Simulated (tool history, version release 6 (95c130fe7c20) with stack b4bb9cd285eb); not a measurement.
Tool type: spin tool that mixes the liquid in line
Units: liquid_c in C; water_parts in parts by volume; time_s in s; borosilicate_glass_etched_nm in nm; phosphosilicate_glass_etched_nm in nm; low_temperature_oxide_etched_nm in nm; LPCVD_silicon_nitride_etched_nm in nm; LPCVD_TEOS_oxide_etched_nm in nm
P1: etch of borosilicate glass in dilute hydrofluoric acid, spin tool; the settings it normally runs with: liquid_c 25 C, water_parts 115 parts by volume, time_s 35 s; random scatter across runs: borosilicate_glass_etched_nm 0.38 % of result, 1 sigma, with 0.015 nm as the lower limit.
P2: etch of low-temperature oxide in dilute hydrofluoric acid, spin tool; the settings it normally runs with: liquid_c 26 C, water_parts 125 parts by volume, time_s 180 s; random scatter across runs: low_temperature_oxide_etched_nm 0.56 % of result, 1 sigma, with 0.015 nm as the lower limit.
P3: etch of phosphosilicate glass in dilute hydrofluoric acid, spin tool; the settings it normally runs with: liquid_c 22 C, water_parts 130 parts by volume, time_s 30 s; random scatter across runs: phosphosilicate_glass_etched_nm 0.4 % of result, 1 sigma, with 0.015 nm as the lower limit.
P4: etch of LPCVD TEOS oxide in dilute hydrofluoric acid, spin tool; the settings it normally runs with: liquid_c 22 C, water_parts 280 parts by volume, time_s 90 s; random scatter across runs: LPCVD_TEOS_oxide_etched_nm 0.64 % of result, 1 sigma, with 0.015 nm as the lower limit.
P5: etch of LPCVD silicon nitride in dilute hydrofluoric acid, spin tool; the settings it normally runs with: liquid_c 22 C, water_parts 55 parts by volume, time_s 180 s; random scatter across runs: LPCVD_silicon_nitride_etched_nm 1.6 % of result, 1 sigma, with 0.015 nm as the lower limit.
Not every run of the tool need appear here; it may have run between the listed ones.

run,hour,process,liquid_c,water_parts,time_s,hours since the thermometer was replaced,hours since the hydrofluoric acid flow meter was replaced,borosilicate_glass_etched_nm,phosphosilicate_glass_etched_nm,low_temperature_oxide_etched_nm,LPCVD_silicon_nitride_etched_nm,LPCVD_TEOS_oxide_etched_nm
1,10.5,P1,25,115,35,283.7,426,12.106,,,,
2,22.2,P3,22,130,30,295.4,437.7,,41.425,,,
3,30.2,P2,26,60,180,303.4,445.7,,,63.421,,
4,40.8,P5,22,20,180,314,456.3,,,,3.9473,
5,50.1,P1,25,115,35,323.3,465.6,12.12,,,,
6,59.2,P3,29,130,30,332.4,474.7,,53.587,,,
7,66.7,P1,30.5,115,60,339.9,482.2,25.731,,,,
8,79.3,P5,22,55,325,352.5,494.8,,,,2.7538,
# hour 80.5: thermometer replaced
9,90.7,P4,22,110,90,10.2,506.2,,,,,14.587
10,103.7,P1,25,115,15,23.2,519.2,5.191,,,,
11,112.5,P1,25,115,35,32,528,12.095,,,,
12,123.7,P4,17,280,90,43.2,539.2,,,,,3.9952
13,131,P1,25,30,35,50.5,546.5,52.057,,,,
14,140.5,P1,25,200,35,60,556,6.2891,,,,
15,151.3,P2,30,125,180,70.8,566.8,,,32.517,,
16,159.4,P4,22,280,180,78.9,574.9,,,,,9.6876
17,170.8,P1,33,115,35,90.3,586.3,16.366,,,,
18,180.4,P2,26,125,100,99.9,595.9,,,15.413,,
19,187.3,P1,25,115,65,106.8,602.8,22.431,,,,
20,198.2,P5,30.5,55,180,117.7,613.7,,,,2.6898,
21,208.4,P1,25,115,35,127.9,623.9,12.033,,,,
22,219.3,P5,22,55,180,138.8,634.8,,,,1.5063,
# hour 225.1: hydrofluoric acid flow meter replaced
23,232.8,P2,26,125,180,152.3,7.8,,,27.722,,
24,246.5,P4,22,280,90,166,21.5,,,,,4.8177
25,255.4,P5,22,55,180,174.9,30.4,,,,1.5148,
26,265.8,P3,22,130,30,185.3,40.8,,41.453,,,
27,273.8,P3,22,130,55,193.3,48.8,,75.508,,,
28,286.4,P3,22,60,30,205.9,61.4,,96.607,,,
29,296.3,P1,20,115,35,215.8,71.3,9.9967,,,,
30,307,P1,25,115,35,226.5,82,12.161,,,,
31,313.4,P1,25,115,35,232.9,88.4,12.182,,,,
32,322.5,P1,25,115,35,242,97.5,12.602,,,,
33,334,P1,25,115,35,253.5,109,12.893,,,,
34,343.9,P1,25,115,35,263.4,118.9,12.994,,,,
35,350.6,P1,25,115,35,270.1,125.6,13.064,,,,
36,357,P1,25,115,35,276.5,132,13.175,,,,
37,365.5,P1,25,115,35,285,140.5,13.114,,,,
38,373.9,P1,25,115,35,293.4,148.9,13.128,,,,

What P1 gives has crept away from where it was. These 2 causes fit the log equally well, each at the size given:
A: liquid hotter than its thermometer reads (K) = 2.07
B: hydrofluoric acid flow above the setpoint (%) = 7.23
At approximately hour 313.4, the process output began to creep.

You are offered 4 check runs, listed below with question marks in place of their results; each one averages 3 wafers. Which run separates the listed causes by giving clearly different results for each?
check 1,382.3,P5,26.5,55,305,,,,,,?,
check 2,382.3,P3,25,130,55,,,,?,,,
check 3,382.3,P2,26,65,180,,,,,?,,
check 4,382.3,P4,17,280,170,,,,,,,?

Expected result of each check under each candidate cause:
check,result,if A,if B
check 1,LPCVD_silicon_nitride_etched_nm,4.0591,3.7966
check 2,phosphosilicate_glass_etched_nm,91.948,92.112
check 3,low_temperature_oxide_etched_nm,63.022,62.623
check 4,LPCVD_TEOS_oxide_etched_nm,8.185,8.2487
Smallest distance between any two causes, each pair judged by its most separating result, in per cent: check 1 6.69 %; check 2 0.18 %; check 3 0.63 %; check 4 0.77 %
Only check 1 tells the causes apart: in the others they would give nearly the same result.

Then check 1 was run and gave: LPCVD_silicon_nitride_etched_nm 3.849 nm. Which cause is it?

The cause is B: hydrofluoric acid flow above the setpoint (%).
